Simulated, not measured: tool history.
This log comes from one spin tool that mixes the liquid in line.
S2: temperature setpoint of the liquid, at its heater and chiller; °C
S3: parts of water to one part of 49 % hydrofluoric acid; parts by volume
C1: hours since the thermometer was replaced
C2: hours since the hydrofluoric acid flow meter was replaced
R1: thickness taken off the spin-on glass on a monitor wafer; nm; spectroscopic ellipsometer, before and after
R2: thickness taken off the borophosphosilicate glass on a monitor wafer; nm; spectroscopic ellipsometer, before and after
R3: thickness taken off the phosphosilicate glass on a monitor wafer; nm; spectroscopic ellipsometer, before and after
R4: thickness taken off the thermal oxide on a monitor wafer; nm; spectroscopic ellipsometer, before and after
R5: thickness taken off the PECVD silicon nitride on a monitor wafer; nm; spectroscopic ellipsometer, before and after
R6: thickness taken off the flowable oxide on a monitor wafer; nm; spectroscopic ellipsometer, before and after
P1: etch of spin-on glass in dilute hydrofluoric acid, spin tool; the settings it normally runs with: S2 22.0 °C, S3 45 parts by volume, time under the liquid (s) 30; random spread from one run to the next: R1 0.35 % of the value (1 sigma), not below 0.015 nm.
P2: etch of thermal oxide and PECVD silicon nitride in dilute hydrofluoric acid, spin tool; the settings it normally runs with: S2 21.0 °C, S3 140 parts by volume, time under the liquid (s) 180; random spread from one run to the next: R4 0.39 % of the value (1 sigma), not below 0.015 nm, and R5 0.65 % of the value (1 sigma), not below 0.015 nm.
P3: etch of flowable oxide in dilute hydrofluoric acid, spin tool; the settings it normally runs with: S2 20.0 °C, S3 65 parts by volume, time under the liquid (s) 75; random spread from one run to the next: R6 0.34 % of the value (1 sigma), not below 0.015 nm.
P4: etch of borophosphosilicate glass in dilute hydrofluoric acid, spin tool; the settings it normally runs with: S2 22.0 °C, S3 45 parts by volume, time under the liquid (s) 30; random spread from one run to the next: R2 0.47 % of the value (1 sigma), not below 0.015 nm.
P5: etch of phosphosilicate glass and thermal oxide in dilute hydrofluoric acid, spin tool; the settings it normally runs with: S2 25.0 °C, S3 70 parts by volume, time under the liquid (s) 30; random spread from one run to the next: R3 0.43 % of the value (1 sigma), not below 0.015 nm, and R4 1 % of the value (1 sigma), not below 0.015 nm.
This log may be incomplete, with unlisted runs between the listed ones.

run 1 hour=14.0 | process_that_ran=P1 S2=22.0 S3=45 time_under_the_liquid_(s)=30 | C1=1755.9 C2=1626.4 | R1=39.987
run 2 hour=23.3 | process_that_ran=P1 S2=22.0 S3=45 time_under_the_liquid_(s)=30 | C1=1765.2 C2=1635.7 | R1=39.861
run 3 hour=39.6 | process_that_ran=P4 S2=17.0 S3=45 time_under_the_liquid_(s)=30 | C1=1781.5 C2=1652.0 | R2=20.307
run 4 hour=54.0 | process_that_ran=P5 S2=25.0 S3=70 time_under_the_liquid_(s)=30 | C1=1795.9 C2=1666.4 | R3=92.992 R4=2.1781
run 5 hour=65.1 | process_that_ran=P1 S2=26.0 S3=45 time_under_the_liquid_(s)=30 | C1=1807.0 C2=1677.5 | R1=46.906
run 6 hour=77.5 | process_that_ran=P2 S2=21.0 S3=240 time_under_the_liquid_(s)=180 | C1=1819.4 C2=1689.9 | R4=2.7350 R5=2.8435
run 7 hour=95.3 | process_that_ran=P4 S2=22.0 S3=45 time_under_the_liquid_(s)=30 | C1=1837.2 C2=1707.7 | R2=25.225
run 8 hour=105.1 | process_that_ran=P1 S2=22.0 S3=20 time_under_the_liquid_(s)=30 | C1=1847.0 C2=1717.5 | R1=92.428
run 9 hour=119.6 | process_that_ran=P3 S2=20.0 S3=65 time_under_the_liquid_(s)=75 | C1=1861.5 C2=1732.0 | R6=48.206
run 10 hour=135.7 | process_that_ran=P1 S2=22.0 S3=45 time_under_the_liquid_(s)=30 | C1=1877.6 C2=1748.1 | R1=39.718
run 11 hour=153.3 | process_that_ran=P1 S2=26.0 S3=45 time_under_the_liquid_(s)=45 | C1=1895.2 C2=1765.7 | R1=70.077
run 12 hour=163.8 | process_that_ran=P3 S2=20.0 S3=110 time_under_the_liquid_(s)=75 | C1=1905.7 C2=1776.2 | R6=27.126
run 13 hour=175.5 | process_that_ran=P1 S2=26.0 S3=75 time_under_the_liquid_(s)=30 | C1=1917.4 C2=1787.9 | R1=27.184
run 14 hour=192.9 | process_that_ran=P3 S2=20.0 S3=65 time_under_the_liquid_(s)=25 | C1=1934.8 C2=1805.3 | R6=16.044
run 15 hour=210.7 | process_that_ran=P1 S2=22.0 S3=70 time_under_the_liquid_(s)=30 | C1=1952.6 C2=1823.1 | R1=24.871
run 16 hour=225.3 | process_that_ran=P2 S2=21.0 S3=140 time_under_the_liquid_(s)=180 | C1=1967.2 C2=1837.7 | R4=5.2110 R5=4.8263
run 17 hour=243.0 | process_that_ran=P5 S2=17.0 S3=70 time_under_the_liquid_(s)=30 | C1=1984.9 C2=1855.4 | R3=66.553 R4=1.5208
run 18 hour=254.6 | process_that_ran=P2 S2=21.0 S3=140 time_under_the_liquid_(s)=345 | C1=1996.5 C2=1867.0 | R4=9.9527 R5=9.2970
run 19 hour=265.8 | process_that_ran=P4 S2=22.0 S3=65 time_under_the_liquid_(s)=30 | C1=2007.7 C2=1878.2 | R2=16.802
run 20 hour=278.0 | process_that_ran=P5 S2=25.0 S3=70 time_under_the_liquid_(s)=15 | C1=2019.9 C2=1890.4 | R3=46.360 R4=1.0727
run 21 hour=294.4 | process_that_ran=P1 S2=22.0 S3=45 time_under_the_liquid_(s)=30 | C1=2036.3 C2=1906.8 | R1=39.562
run 22 hour=304.5 | process_that_ran=P3 S2=17.0 S3=65 time_under_the_liquid_(s)=75 | C1=2046.4 C2=1916.9 | R6=42.376
run 23 hour=321.9 | process_that_ran=P1 S2=27.5 S3=25 time_under_the_liquid_(s)=30 | C1=2063.8 C2=1934.3 | R1=92.168
run 24 hour=334.5 | process_that_ran=P2 S2=17.0 S3=140 time_under_the_liquid_(s)=180 | C1=2076.4 C2=1946.9 | R4=4.4164 R5=3.6717
run 25 hour=352.7 | process_that_ran=P2 S2=21.0 S3=140 time_under_the_liquid_(s)=180 | C1=2094.6 C2=1965.1 | R4=5.1834 R5=4.8334
run 26 hour=363.5 | process_that_ran=P4 S2=22.0 S3=45 time_under_the_liquid_(s)=15 | C1=2105.4 C2=1975.9 | R2=12.594
run 27 hour=373.2 | process_that_ran=P5 S2=25.0 S3=105 time_under_the_liquid_(s)=30 | C1=2115.1 C2=1985.6 | R3=59.014 R4=1.3903
run 28 hour=391.1 | process_that_ran=P1 S2=17.0 S3=45 time_under_the_liquid_(s)=30 | C1=2133.0 C2=2003.5 | R1=31.989
run 29 hour=407.3 | process_that_ran=P1 S2=22.0 S3=45 time_under_the_liquid_(s)=30 | C1=2149.2 C2=2019.7 | R1=39.774
run 30 hour=424.9 | process_that_ran=P1 S2=22.0 S3=45 time_under_the_liquid_(s)=15 | C1=2166.8 C2=2037.3 | R1=19.858
run 31 hour=435.2 | process_that_ran=P4 S2=22.0 S3=45 time_under_the_liquid_(s)=30 | C1=2177.1 C2=2047.6 | R2=24.866
run 32 hour=448.9 | process_that_ran=P1 S2=22.0 S3=45 time_under_the_liquid_(s)=45 | C1=2190.8 C2=2061.3 | R1=59.795
run 33 hour=461.5 | process_that_ran=P1 S2=22.0 S3=45 time_under_the_liquid_(s)=30 | C1=2203.4 C2=2073.9 | R1=39.862
run 34 hour=474.2 | process_that_ran=P1 S2=22.0 S3=45 time_under_the_liquid_(s)=30 | C1=2216.1 C2=2086.6 | R1=39.764
run 35 hour=488.9 | process_that_ran=P1 S2=22.0 S3=45 time_under_the_liquid_(s)=30 | C1=2230.8 C2=2101.3 | R1=38.712
run 36 hour=497.3 | process_that_ran=P1 S2=22.0 S3=45 time_under_the_liquid_(s)=30 | C1=2239.2 C2=2109.7 | R1=38.440
run 37 hour=505.7 | process_that_ran=P1 S2=22.0 S3=45 time_under_the_liquid_(s)=30 | C1=2247.6 C2=2118.1 | R1=38.222
run 38 hour=515.6 | process_that_ran=P1 S2=22.0 S3=45 time_under_the_liquid_(s)=30 | C1=2257.5 C2=2128.0 | R1=37.679
run 39 hour=526.0 | process_that_ran=P1 S2=22.0 S3=45 time_under_the_liquid_(s)=30 | C1=2267.9 C2=2138.4 | R1=37.574
run 40 hour=539.6 | process_that_ran=P1 S2=22.0 S3=45 time_under_the_liquid_(s)=30 | C1=2281.5 C2=2152.0 | R1=37.536
run 41 hour=554.8 | process_that_ran=P1 S2=22.0 S3=45 time_under_the_liquid_(s)=30 | C1=2296.7 C2=2167.2 | R1=37.163
run 42 hour=569.9 | process_that_ran=P1 S2=22.0 S3=45 time_under_the_liquid_(s)=30 | C1=2311.8 C2=2182.3 | R1=37.045
run 43 hour=578.9 | process_that_ran=P1 S2=22.0 S3=45 time_under_the_liquid_(s)=30 | C1=2320.8 C2=2191.3 | R1=37.200
run 44 hour=595.9 | process_that_ran=P1 S2=22.0 S3=45 time_under_the_liquid_(s)=30 | C1=2337.8 C2=2208.3 | R1=37.014
run 45 hour=611.0 | process_that_ran=P1 S2=22.0 S3=45 time_under_the_liquid_(s)=30 | C1=2352.9 C2=2223.4 | R1=37.107

The log shows P1 creeping away from where it was. Any of the 2 causes listed here, at the size stated for it, fits the log just as well as the others:
A: liquid colder than its thermometer reads (K) = 1.7
B: hydrofluoric acid flow below the setpoint (%) = 6.53
At approximately hour 474.2, the process output began to creep.

The 4 check runs listed below each average the results of 2 wafers, and their outcomes are marked with question marks. Under which run would the listed causes produce clearly different results?
run check 1 hour=626.1 | process_that_ran=P3 S2=20.0 S3=65 time_under_the_liquid_(s)=75 | R6=?
run check 2 hour=626.1 | process_that_ran=P4 S2=22.0 S3=45 time_under_the_liquid_(s)=30 | R2=?
run check 3 hour=626.1 | process_that_ran=P2 S2=21.0 S3=140 time_under_the_liquid_(s)=180 | R4=? R5=?
run check 4 hour=626.1 | process_that_ran=P5 S2=25.0 S3=70 time_under_the_liquid_(s)=30 | R3=? R4=?

What every check run would give for each of its results, assuming each possible cause in turn:
check=check_1 result=R6 if_A=44.874 if_B=44.834
check=check_2 result=R2 if_A=23.312 if_B=23.322
check=check_3 result=R4 if_A=4.8797 if_B=4.8309
check=check_3 result=R5 if_A=4.3090 if_B=4.5199
check=check_4 result=R3 if_A=86.641 if_B=86.195
check=check_4 result=R4 if_A=1.9928 if_B=1.9826
Smallest distance between any two causes, each pair judged by its most separating result, in per cent: check 1 0.09 %; check 2 0.04 %; check 3 4.78 %; check 4 0.52 %
The causes can be told apart only by check 3. The other checks would give nearly the same results under each of them.

Check 3 was then run and gave: R4 4.8556 nm; R5 4.3424 nm. Which cause is it?

It is A: liquid colder than its thermometer reads (K).

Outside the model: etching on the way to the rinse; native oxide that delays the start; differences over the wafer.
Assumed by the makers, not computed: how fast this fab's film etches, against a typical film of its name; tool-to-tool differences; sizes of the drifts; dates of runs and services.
